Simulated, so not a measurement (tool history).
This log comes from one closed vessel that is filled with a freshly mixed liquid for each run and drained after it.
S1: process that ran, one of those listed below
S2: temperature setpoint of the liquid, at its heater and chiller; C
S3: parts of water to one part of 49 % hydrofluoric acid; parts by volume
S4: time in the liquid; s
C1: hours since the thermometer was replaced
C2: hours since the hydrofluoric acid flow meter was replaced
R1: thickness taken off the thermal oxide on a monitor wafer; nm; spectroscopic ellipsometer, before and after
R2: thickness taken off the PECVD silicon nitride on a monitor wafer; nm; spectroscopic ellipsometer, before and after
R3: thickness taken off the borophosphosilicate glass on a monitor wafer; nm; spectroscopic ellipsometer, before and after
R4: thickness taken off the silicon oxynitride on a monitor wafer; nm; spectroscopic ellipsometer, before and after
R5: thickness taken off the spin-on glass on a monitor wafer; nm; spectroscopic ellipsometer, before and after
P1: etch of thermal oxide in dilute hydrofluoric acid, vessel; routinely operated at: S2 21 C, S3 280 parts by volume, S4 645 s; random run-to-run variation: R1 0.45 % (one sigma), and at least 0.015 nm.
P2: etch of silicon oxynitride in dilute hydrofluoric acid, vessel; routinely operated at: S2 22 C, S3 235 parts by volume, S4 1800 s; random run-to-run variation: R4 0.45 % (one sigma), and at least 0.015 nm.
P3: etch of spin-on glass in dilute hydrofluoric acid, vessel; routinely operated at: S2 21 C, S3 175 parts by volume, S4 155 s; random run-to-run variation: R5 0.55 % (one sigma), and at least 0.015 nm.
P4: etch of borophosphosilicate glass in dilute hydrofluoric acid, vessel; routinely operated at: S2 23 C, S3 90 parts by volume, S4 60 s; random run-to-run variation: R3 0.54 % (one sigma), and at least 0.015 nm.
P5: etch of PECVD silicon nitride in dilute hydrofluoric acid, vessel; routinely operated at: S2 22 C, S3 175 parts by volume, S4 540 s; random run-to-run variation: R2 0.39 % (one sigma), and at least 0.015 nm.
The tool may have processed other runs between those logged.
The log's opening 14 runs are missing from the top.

{"run": 15, "hour": 43.4, "S1": "P1", "S2": 21, "S3": 460, "S4": 645, "C1": 295.1, "C2": 254.4, "R1": 4.0248}
{"run": 16, "hour": 47.3, "S1": "P2", "S2": 22, "S3": 415, "S4": 1800, "C1": 299, "C2": 258.3, "R4": 6.3009}
{"run": 17, "hour": 51.0, "S1": "P1", "S2": 21, "S3": 280, "S4": 645, "C1": 302.7, "C2": 262, "R1": 7.787}
{"run": 18, "hour": 54.5, "S1": "P1", "S2": 21, "S3": 280, "S4": 645, "C1": 306.2, "C2": 265.5, "R1": 7.7238}
{"run": 19, "hour": 58.2, "S1": "P2", "S2": 22, "S3": 235, "S4": 1800, "C1": 309.9, "C2": 269.2, "R4": 12.535}
{"run": 20, "hour": 62.5, "S1": "P4", "S2": 23, "S3": 90, "S4": 60, "C1": 314.2, "C2": 273.5, "R3": 35.431}
{"run": 21, "hour": 66.9, "S1": "P4", "S2": 28.5, "S3": 90, "S4": 60, "C1": 318.6, "C2": 277.9, "R3": 44.199}
{"run": 22, "hour": 71.0, "S1": "P4", "S2": 23, "S3": 90, "S4": 60, "C1": 322.7, "C2": 282, "R3": 34.98}
{"run": 23, "hour": 73.1, "S1": "P1", "S2": 21, "S3": 280, "S4": 645, "C1": 324.8, "C2": 284.1, "R1": 7.7573}
{"run": 24, "hour": 76.8, "S1": "P5", "S2": 22, "S3": 305, "S4": 540, "C1": 328.5, "C2": 287.8, "R2": 3.7431}
{"run": 25, "hour": 78.7, "S1": "P1", "S2": 21, "S3": 280, "S4": 645, "C1": 330.4, "C2": 289.7, "R1": 7.7108}
{"run": 26, "hour": 80.9, "S1": "P1", "S2": 17, "S3": 280, "S4": 645, "C1": 332.6, "C2": 291.9, "R1": 6.6174}
{"run": 27, "hour": 85.3, "S1": "P4", "S2": 23, "S3": 90, "S4": 30, "C1": 337, "C2": 296.3, "R3": 17.77}
{"run": 28, "hour": 89.5, "S1": "P1", "S2": 21, "S3": 50, "S4": 645, "C1": 341.2, "C2": 300.5, "R1": 55.438}
{"run": 29, "hour": 92.5, "S1": "P3", "S2": 21, "S3": 315, "S4": 155, "C1": 344.2, "C2": 303.5, "R5": 23.753}
{"run": 30, "hour": 94.8, "S1": "P3", "S2": 21, "S3": 175, "S4": 155, "C1": 346.5, "C2": 305.8, "R5": 48.558}
{"run": 31, "hour": 98.6, "S1": "P1", "S2": 28.5, "S3": 160, "S4": 645, "C1": 350.3, "C2": 309.6, "R1": 20.116}

Expected results for the next run?
{"run": 32, "hour": 102.2, "S1": "P5", "S2": 22, "S3": 175, "S4": 900, "C1": 353.9, "C2": 313.2, "R2": "?"}

R2: 10.762 nm

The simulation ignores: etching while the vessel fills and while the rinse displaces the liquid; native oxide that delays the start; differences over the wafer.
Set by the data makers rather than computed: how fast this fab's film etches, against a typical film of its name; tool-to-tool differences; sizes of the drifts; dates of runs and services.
